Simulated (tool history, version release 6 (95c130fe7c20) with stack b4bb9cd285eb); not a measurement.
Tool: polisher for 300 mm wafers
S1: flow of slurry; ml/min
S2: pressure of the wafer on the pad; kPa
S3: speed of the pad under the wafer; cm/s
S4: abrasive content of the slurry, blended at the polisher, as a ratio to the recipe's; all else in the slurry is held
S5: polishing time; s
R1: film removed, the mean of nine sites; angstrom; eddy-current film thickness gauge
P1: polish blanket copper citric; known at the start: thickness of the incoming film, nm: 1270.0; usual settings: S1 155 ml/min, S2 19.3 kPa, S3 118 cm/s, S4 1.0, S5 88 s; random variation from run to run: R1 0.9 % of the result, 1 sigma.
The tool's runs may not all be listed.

run,hour,S1,S2,S3,S4,S5,R1
1,12.7,155,19.3,118,1.0,88,2361.0
2,20.6,95,19.3,176,1.0,88,3177.9
3,29.7,205,19.3,156,1.0,88,3230.4
4,37.4,95,19.3,118,1.0,88,2135.2
5,45.2,155,19.3,78,1.0,88,1593.6
6,57.7,155,19.3,118,1.0,88,2379.6
7,67.3,155,19.3,118,0.5,88,2069.2
8,78.2,155,19.3,118,1.4,88,2512.6
9,89.2,155,19.3,118,1.0,88,2370.8
10,103.1,155,19.3,182,1.0,88,3592.2
11,115.4,155,19.3,118,1.0,46,1255.3
12,127.1,235,19.3,118,1.0,88,2505.7
13,142.3,155,13.8,118,1.0,88,1715.5
14,153.6,155,19.3,118,1.0,119,3212.0
15,168.0,155,19.3,118,1.0,88,2333.7
16,176.2,155,30.3,118,1.0,88,3715.0
17,185.7,155,19.3,118,1.0,88,2346.5
18,194.7,155,19.3,118,1.0,88,2367.5
19,202.1,155,19.3,118,1.0,88,2279.6
20,208.8,155,19.3,118,1.0,88,2261.4
21,217.7,155,19.3,118,1.0,88,2250.4
22,224.6,155,19.3,118,1.0,88,2220.0
23,238.0,155,19.3,118,1.0,88,2213.1
24,247.6,155,19.3,118,1.0,88,2192.0
# hour 248.9: slurry blender recalibrated
# hour 254.2: worn pad replaced by a new one
25,263.1,155,19.3,118,1.0,88,2188.6
26,276.7,155,19.3,118,1.0,88,2200.2

What P1 gives has crept away from where it was. These 2 causes fit the log equally well, each at the size given:
A: head's pressure below its setpoint, % = 7.21
B: slurry flow missing at the pad, % = 30.9
The creep began at about hour 194.7.
Why every other cause is out:
removal rate lost through wear of the pad, %: serviced at hour 254.2, which brought nothing back
abrasive missing from the slurry, %: serviced at hour 248.9, which brought nothing back

4 check runs are offered, each on 3 wafers whose results are averaged, their results left as question marks. Which one tells the causes apart?
check 1,290.3,155,25.5,118,1.00,88,?
check 2,290.3,155,19.3,172,1.00,88,?
check 3,290.3,155,27.6,118,0.55,88,?
check 4,290.3,95,19.3,180,1.00,88,?

What each check would give under each cause:
check,result,if A,if B
check 1,R1,2876.0,2876.9
check 2,R1,3167.1,3168.5
check 3,R1,2744.4,2745.5
check 4,R1,2988.7,2874.5
How far apart the two closest causes lie, in the result that separates them most: check 1 0.03 %; check 2 0.04 %; check 3 0.04 %; check 4 3.9 %
Check 4 tells the causes apart: in the others they would give nearly the same result.

Check 4 was then run and gave: R1 2979.4 angstrom. Which cause is it?

It is A: head's pressure below its setpoint, %.
